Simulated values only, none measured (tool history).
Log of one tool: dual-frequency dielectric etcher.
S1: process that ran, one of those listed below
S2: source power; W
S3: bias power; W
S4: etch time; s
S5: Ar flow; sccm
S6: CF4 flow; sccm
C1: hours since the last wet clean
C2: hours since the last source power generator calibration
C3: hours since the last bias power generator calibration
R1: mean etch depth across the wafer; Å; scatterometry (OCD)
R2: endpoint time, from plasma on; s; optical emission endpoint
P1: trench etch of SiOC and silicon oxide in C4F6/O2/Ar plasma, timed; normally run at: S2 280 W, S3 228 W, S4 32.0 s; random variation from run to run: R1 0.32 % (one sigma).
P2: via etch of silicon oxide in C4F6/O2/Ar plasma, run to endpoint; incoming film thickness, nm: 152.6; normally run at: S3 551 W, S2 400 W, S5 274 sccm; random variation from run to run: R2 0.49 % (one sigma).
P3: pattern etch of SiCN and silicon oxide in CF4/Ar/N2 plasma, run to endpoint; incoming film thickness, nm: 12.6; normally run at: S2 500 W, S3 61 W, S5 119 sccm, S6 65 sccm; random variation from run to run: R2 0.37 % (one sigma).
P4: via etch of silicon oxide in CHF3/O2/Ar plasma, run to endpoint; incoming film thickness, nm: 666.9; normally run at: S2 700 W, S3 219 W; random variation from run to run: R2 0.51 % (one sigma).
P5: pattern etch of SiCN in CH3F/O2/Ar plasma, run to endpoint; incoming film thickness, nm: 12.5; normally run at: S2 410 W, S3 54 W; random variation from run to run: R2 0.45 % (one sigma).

{"run": 1, "hour": 8.3, "S1": "P1", "S2": 280, "S3": 228, "S4": 32.0, "C1": 329.2, "C2": 559.3, "C3": 1659.8, "R1": 588.88}
{"run": 2, "hour": 18.9, "S1": "P1", "S2": 280, "S3": 275, "S4": 32.0, "C1": 339.8, "C2": 569.9, "C3": 1670.4, "R1": 633.99}
{"run": 3, "hour": 26.8, "S1": "P1", "S2": 280, "S3": 286, "S4": 21.5, "C1": 347.7, "C2": 577.8, "C3": 1678.3, "R1": 429.38}
{"run": 4, "hour": 40.0, "S1": "P3", "S2": 500, "S3": 61, "S5": 75, "S6": 65, "C1": 360.9, "C2": 591.0, "C3": 1691.5, "R2": 13.376}
{"run": 5, "hour": 48.2, "S1": "P4", "S2": 440, "S3": 219, "C1": 369.1, "C2": 599.2, "C3": 1699.7, "R2": 353.17}
{"run": 6, "hour": 60.5, "S1": "P4", "S2": 700, "S3": 150, "C1": 381.4, "C2": 611.5, "C3": 1712.0, "R2": 337.5}
{"run": 7, "hour": 73.0, "S1": "P5", "S2": 410, "S3": 66, "C1": 393.9, "C2": 624.0, "C3": 1724.5, "R2": 33.221}
{"run": 8, "hour": 84.7, "S1": "P3", "S2": 500, "S3": 61, "S5": 119, "S6": 91, "C1": 405.6, "C2": 635.7, "C3": 1736.2, "R2": 13.576}
{"run": 9, "hour": 97.8, "S1": "P3", "S2": 500, "S3": 61, "S5": 119, "S6": 65, "C1": 418.7, "C2": 648.8, "C3": 1749.3, "R2": 14.429}
{"run": 10, "hour": 105.5, "S1": "P3", "S2": 310, "S3": 61, "S5": 119, "S6": 65, "C1": 426.4, "C2": 656.5, "C3": 1757.0, "R2": 21.724}
{"run": 11, "hour": 119.2, "S1": "P1", "S2": 280, "S3": 228, "S4": 32.0, "C1": 440.1, "C2": 670.2, "C3": 1770.7, "R1": 593.38}
{"run": 12, "hour": 131.1, "S1": "P3", "S2": 500, "S3": 61, "S5": 119, "S6": 65, "C1": 452.0, "C2": 682.1, "C3": 1782.6, "R2": 14.345}
{"run": 13, "hour": 143.2, "S1": "P1", "S2": 360, "S3": 228, "S4": 32.0, "C1": 464.1, "C2": 694.2, "C3": 1794.7, "R1": 650.1}
{"run": 14, "hour": 150.4, "S1": "P1", "S2": 280, "S3": 141, "S4": 32.0, "C1": 471.3, "C2": 701.4, "C3": 1801.9, "R1": 507.23}
{"run": 15, "hour": 161.0, "S1": "P3", "S2": 500, "S3": 77, "S5": 119, "S6": 65, "C1": 481.9, "C2": 712.0, "C3": 1812.5, "R2": 13.249}
{"run": 16, "hour": 173.6, "S1": "P2", "S2": 400, "S3": 551, "S5": 274, "C1": 494.5, "C2": 724.6, "C3": 1825.1, "R2": 32.25}
{"run": 17, "hour": 180.2, "S1": "P4", "S2": 700, "S3": 219, "C1": 501.1, "C2": 731.2, "C3": 1831.7, "R2": 294.39}
{"run": 18, "hour": 188.9, "S1": "P1", "S2": 280, "S3": 228, "S4": 32.0, "C1": 509.8, "C2": 739.9, "C3": 1840.4, "R1": 592.2}
{"run": 19, "hour": 195.9, "S1": "P1", "S2": 280, "S3": 228, "S4": 32.0, "C1": 516.8, "C2": 746.9, "C3": 1847.4, "R1": 594.61}
{"run": 20, "hour": 207.5, "S1": "P5", "S2": 410, "S3": 54, "C1": 528.4, "C2": 758.5, "C3": 1859.0, "R2": 35.499}
{"run": 21, "hour": 214.5, "S1": "P2", "S2": 310, "S3": 551, "S5": 274, "C1": 535.4, "C2": 765.5, "C3": 1866.0, "R2": 35.598}
{"run": 22, "hour": 226.2, "S1": "P1", "S2": 280, "S3": 228, "S4": 25.0, "C1": 547.1, "C2": 777.2, "C3": 1877.7, "R1": 462.8}
{"run": 23, "hour": 239.4, "S1": "P2", "S2": 400, "S3": 373, "S5": 274, "C1": 560.3, "C2": 790.4, "C3": 1890.9, "R2": 37.657}
{"run": 24, "hour": 246.8, "S1": "P1", "S2": 210, "S3": 228, "S4": 32.0, "C1": 567.7, "C2": 797.8, "C3": 1898.3, "R1": 528.87}
{"run": 25, "hour": 259.1, "S1": "P5", "S2": 410, "S3": 54, "C1": 580.0, "C2": 810.1, "C3": 1910.6, "R2": 35.561}
{"run": 26, "hour": 269.4, "S1": "P1", "S2": 280, "S3": 228, "S4": 32.0, "C1": 590.3, "C2": 820.4, "C3": 1920.9, "R1": 593.07}
{"run": 27, "hour": 279.9, "S1": "P5", "S2": 310, "S3": 54, "C1": 600.8, "C2": 830.9, "C3": 1931.4, "R2": 39.611}
{"run": 28, "hour": 292.6, "S1": "P2", "S2": 400, "S3": 551, "S5": 328, "C1": 613.5, "C2": 843.6, "C3": 1944.1, "R2": 33.013}
{"run": 29, "hour": 299.1, "S1": "P1", "S2": 280, "S3": 228, "S4": 42.5, "C1": 620.0, "C2": 850.1, "C3": 1950.6, "R1": 786.22}
{"run": 30, "hour": 309.0, "S1": "P1", "S2": 280, "S3": 228, "S4": 32.0, "C1": 629.9, "C2": 860.0, "C3": 1960.5, "R1": 591.76}
{"run": 31, "hour": 320.2, "S1": "P1", "S2": 280, "S3": 228, "S4": 32.0, "C1": 641.1, "C2": 871.2, "C3": 1971.7, "R1": 589.6}
{"run": 32, "hour": 328.4, "S1": "P1", "S2": 280, "S3": 228, "S4": 32.0, "C1": 649.3, "C2": 879.4, "C3": 1979.9, "R1": 584.42}
{"run": 33, "hour": 336.5, "S1": "P1", "S2": 280, "S3": 228, "S4": 32.0, "C1": 657.4, "C2": 887.5, "C3": 1988.0, "R1": 586.88}
{"run": 34, "hour": 348.2, "S1": "P1", "S2": 280, "S3": 228, "S4": 32.0, "C1": 669.1, "C2": 899.2, "C3": 1999.7, "R1": 582.28}
{"run": 35, "hour": 358.6, "S1": "P1", "S2": 280, "S3": 228, "S4": 32.0, "C1": 679.5, "C2": 909.6, "C3": 2010.1, "R1": 585.16}
{"run": 36, "hour": 370.9, "S1": "P1", "S2": 280, "S3": 228, "S4": 32.0, "C1": 691.8, "C2": 921.9, "C3": 2022.4, "R1": 579.43}
{"hour": 371.0, "done": "wet clean of the chamber"}
{"run": 37, "hour": 383.9, "S1": "P1", "S2": 280, "S3": 228, "S4": 32.0, "C1": 13.0, "C2": 934.9, "C3": 2035.4, "R1": 579.14}
{"run": 38, "hour": 393.6, "S1": "P1", "S2": 280, "S3": 228, "S4": 32.0, "C1": 22.7, "C2": 944.6, "C3": 2045.1, "R1": 586.07}
{"run": 39, "hour": 402.9, "S1": "P1", "S2": 280, "S3": 228, "S4": 32.0, "C1": 32.0, "C2": 953.9, "C3": 2054.4, "R1": 585.02}

What P1 gives has crept away from where it was. These 2 causes fit the log equally well, each at the size given:
A: bias power that arrives under what is set, % = 4.6
B: source power that arrives under what is set, % = 4.1
The creep began at about hour 309.0.
Why every other cause is out:
chamber walls in a state that lowers the etch rate, %: serviced at hour 371.0, which brought nothing back

4 check runs are offered, each on 2 wafers whose results are averaged, their results left as question marks. Which one tells the causes apart?
{"run": "check 1", "hour": 412.2, "S1": "P2", "S2": 400, "S3": 551, "S5": 274, "R2": "?"}
{"run": "check 2", "hour": 412.2, "S1": "P4", "S2": 700, "S3": 219, "R2": "?"}
{"run": "check 3", "hour": 412.2, "S1": "P3", "S2": 500, "S3": 61, "S5": 119, "S6": 65, "R2": "?"}
{"run": "check 4", "hour": 412.2, "S1": "P5", "S2": 410, "S3": 54, "R2": "?"}

What each check would give under each cause:
check=check_1 result=R2 if_A=32.985 if_B=32.905
check=check_2 result=R2 if_A=301.190 if_B=301.090
check=check_3 result=R2 if_A=14.611 if_B=14.925
check=check_4 result=R2 if_A=36.279 if_B=36.302
How far apart the two closest causes lie, in the result that separates them most: check 1 0.24 %; check 2 0.03 %; check 3 2.12 %; check 4 0.06 %
Only check 3 tells the causes apart: in the others they would give nearly the same result.

Then check 3 was run and gave: R2 14.612 s. Which cause is it?

It is A: bias power that arrives under what is set, %.
